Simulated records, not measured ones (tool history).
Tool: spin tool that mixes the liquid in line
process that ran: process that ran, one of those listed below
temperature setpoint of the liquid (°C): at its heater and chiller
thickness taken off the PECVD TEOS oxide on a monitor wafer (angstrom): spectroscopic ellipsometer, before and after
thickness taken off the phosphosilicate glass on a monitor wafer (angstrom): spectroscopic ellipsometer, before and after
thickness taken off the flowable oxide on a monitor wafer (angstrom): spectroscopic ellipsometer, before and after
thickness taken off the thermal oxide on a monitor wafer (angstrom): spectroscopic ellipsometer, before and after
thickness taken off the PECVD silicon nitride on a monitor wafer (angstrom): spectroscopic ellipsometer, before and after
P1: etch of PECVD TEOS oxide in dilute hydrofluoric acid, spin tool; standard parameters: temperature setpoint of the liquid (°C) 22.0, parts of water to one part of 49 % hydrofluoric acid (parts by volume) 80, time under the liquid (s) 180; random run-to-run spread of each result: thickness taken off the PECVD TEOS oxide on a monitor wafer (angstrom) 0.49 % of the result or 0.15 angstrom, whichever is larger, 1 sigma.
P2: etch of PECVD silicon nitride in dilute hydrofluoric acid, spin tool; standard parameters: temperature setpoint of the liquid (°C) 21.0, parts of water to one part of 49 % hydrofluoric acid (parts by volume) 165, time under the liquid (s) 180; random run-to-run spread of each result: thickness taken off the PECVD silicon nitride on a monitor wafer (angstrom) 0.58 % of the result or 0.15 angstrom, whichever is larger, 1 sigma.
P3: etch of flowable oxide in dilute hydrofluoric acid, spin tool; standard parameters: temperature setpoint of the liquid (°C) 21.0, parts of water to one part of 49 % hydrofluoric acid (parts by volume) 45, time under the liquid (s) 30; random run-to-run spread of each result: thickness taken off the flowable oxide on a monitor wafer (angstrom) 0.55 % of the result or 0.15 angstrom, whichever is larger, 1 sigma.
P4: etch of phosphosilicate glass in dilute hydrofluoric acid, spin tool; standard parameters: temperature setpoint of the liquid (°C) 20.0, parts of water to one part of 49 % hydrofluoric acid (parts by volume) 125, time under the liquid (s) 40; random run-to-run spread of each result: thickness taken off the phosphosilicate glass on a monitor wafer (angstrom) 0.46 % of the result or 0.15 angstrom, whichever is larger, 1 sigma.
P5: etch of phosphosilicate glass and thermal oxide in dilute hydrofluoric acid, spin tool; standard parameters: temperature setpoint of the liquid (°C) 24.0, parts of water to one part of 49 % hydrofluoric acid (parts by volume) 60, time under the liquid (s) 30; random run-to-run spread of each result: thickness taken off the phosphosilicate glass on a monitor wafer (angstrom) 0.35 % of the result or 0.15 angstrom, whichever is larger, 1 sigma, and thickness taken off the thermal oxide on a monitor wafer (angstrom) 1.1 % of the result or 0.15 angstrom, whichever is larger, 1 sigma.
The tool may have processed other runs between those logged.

run	hour	process that ran	temperature setpoint of the liquid (°C)	parts of water to one part of 49 % hydrofluoric acid (parts by volume)	time under the liquid (s)	hours since the thermometer was replaced	hours since the hydrofluoric acid flow meter was replaced	thickness taken off the PECVD TEOS oxide on a monitor wafer (angstrom)	thickness taken off the phosphosilicate glass on a monitor wafer (angstrom)	thickness taken off the flowable oxide on a monitor wafer (angstrom)	thickness taken off the thermal oxide on a monitor wafer (angstrom)	thickness taken off the PECVD silicon nitride on a monitor wafer (angstrom)
1	12.2	P1	22.0	80	180	926.0	514.2	192.680				
2	27.0	P4	17.0	125	40	940.8	529.0		219.400			
3	39.8	P3	21.0	30	30	953.6	541.8			311.21		
4	49.3	P5	17.5	60	30	963.1	551.3		246.060		18.994	
5	56.5	P1	22.0	20	180	970.3	558.5	827.440				
6	68.4	P3	26.0	45	30	982.2	570.4			253.39		
7	76.6	P4	20.0	125	15	990.4	578.6		94.321			
8	90.7	P1	22.0	80	330	1004.5	592.7	351.840				
9	98.2	P1	22.0	80	180	1012.0	600.2	191.990				
10	106.6	P1	26.0	80	180	1020.4	608.6	225.820				
11	118.0	P1	22.0	145	180	1031.8	620.0	98.327				
12	129.1	P2	21.0	60	180	1042.9	631.1					112.020
13	138.3	P1	17.0	80	180	1052.1	640.3	154.710				
14	149.2	P5	24.0	60	30	1063.0	651.2		322.930		24.786	
15	158.5	P3	21.0	45	60	1072.3	660.5			413.18		
16	171.3	P5	24.0	60	30	1085.1	673.3		321.300		24.647	
17	181.8	P2	17.0	165	180	1095.6	683.8					32.401
18	188.6	P3	21.0	45	30	1102.4	690.6			203.90		
19	201.5	P5	24.0	20	30	1115.3	703.5		1020.300		78.890	
20	214.1	P5	24.0	60	55	1127.9	716.1		591.980		45.119	
# hour 216.1: thermometer replaced
21	223.9	P2	21.0	165	180	7.9	725.9					41.384
22	233.1	P1	22.0	80	180	17.1	735.1	192.220				
23	245.5	P1	22.0	80	180	29.5	747.5	191.590				
24	255.9	P1	22.0	80	180	39.9	757.9	193.510				
25	270.7	P1	22.0	80	15	54.7	772.7	16.055				
26	282.1	P1	17.0	80	350	66.1	784.1	303.700				
27	294.8	P4	20.0	125	40	78.8	796.8		249.710			
28	303.7	P3	21.0	45	30	87.7	805.7			204.70		
29	311.4	P1	17.0	130	180	95.4	813.4	91.694				
30	319.3	P4	20.0	170	40	103.3	821.3		176.250			
31	333.1	P2	21.0	165	55	117.1	835.1					12.569
32	340.3	P1	22.0	80	180	124.3	842.3	190.680				
33	349.8	P1	22.0	80	180	133.8	851.8	186.270				
34	364.9	P1	22.0	80	180	148.9	866.9	177.980				
35	371.6	P1	22.0	80	180	155.6	873.6	178.130				
36	379.5	P1	22.0	80	180	163.5	881.5	176.820				
37	393.4	P1	22.0	80	180	177.4	895.4	176.570				
38	404.3	P1	22.0	80	180	188.3	906.3	177.930				

The log shows P1 creeping away from where it was. Any of the 2 causes listed here, at the size stated for it, fits the log just as well as the others:
A: hydrofluoric acid flow below the setpoint (%) = 7.43
B: liquid colder than its thermometer reads (K) = 2.06
At approximately hour 340.3, the process output began to creep.

Each of the 4 check runs below uses one wafer; its results are left as question marks. Which run tells the causes apart?
check 1	415.2	P2	21.0	165	180							?
check 2	415.2	P3	21.0	45	30					?		
check 3	415.2	P4	20.0	125	40				?			
check 4	415.2	P5	24.0	60	30				?		?	

What every check run would give for each of its results, assuming each possible cause in turn:
check	result	if A	if B
check 1	thickness taken off the PECVD silicon nitride on a monitor wafer (angstrom)	38.782	36.469
check 2	thickness taken off the flowable oxide on a monitor wafer (angstrom)	188.50	187.34
check 3	thickness taken off the phosphosilicate glass on a monitor wafer (angstrom)	228.390	229.260
check 4	thickness taken off the phosphosilicate glass on a monitor wafer (angstrom)	297.010	296.640
check 4	thickness taken off the thermal oxide on a monitor wafer (angstrom)	22.656	22.628
Smallest distance between any two causes, each pair judged by its most separating result, in per cent: check 1 6.15 %; check 2 0.62 %; check 3 0.38 %; check 4 0.13 %
Of the check runs offered, only check 1 discriminates between the causes; the rest would read about the same regardless of which cause applies.

After running check 1, the following was obtained: thickness taken off the PECVD silicon nitride on a monitor wafer (angstrom) 38.546. Which cause does this point to?

The cause is A: hydrofluoric acid flow below the setpoint (%).
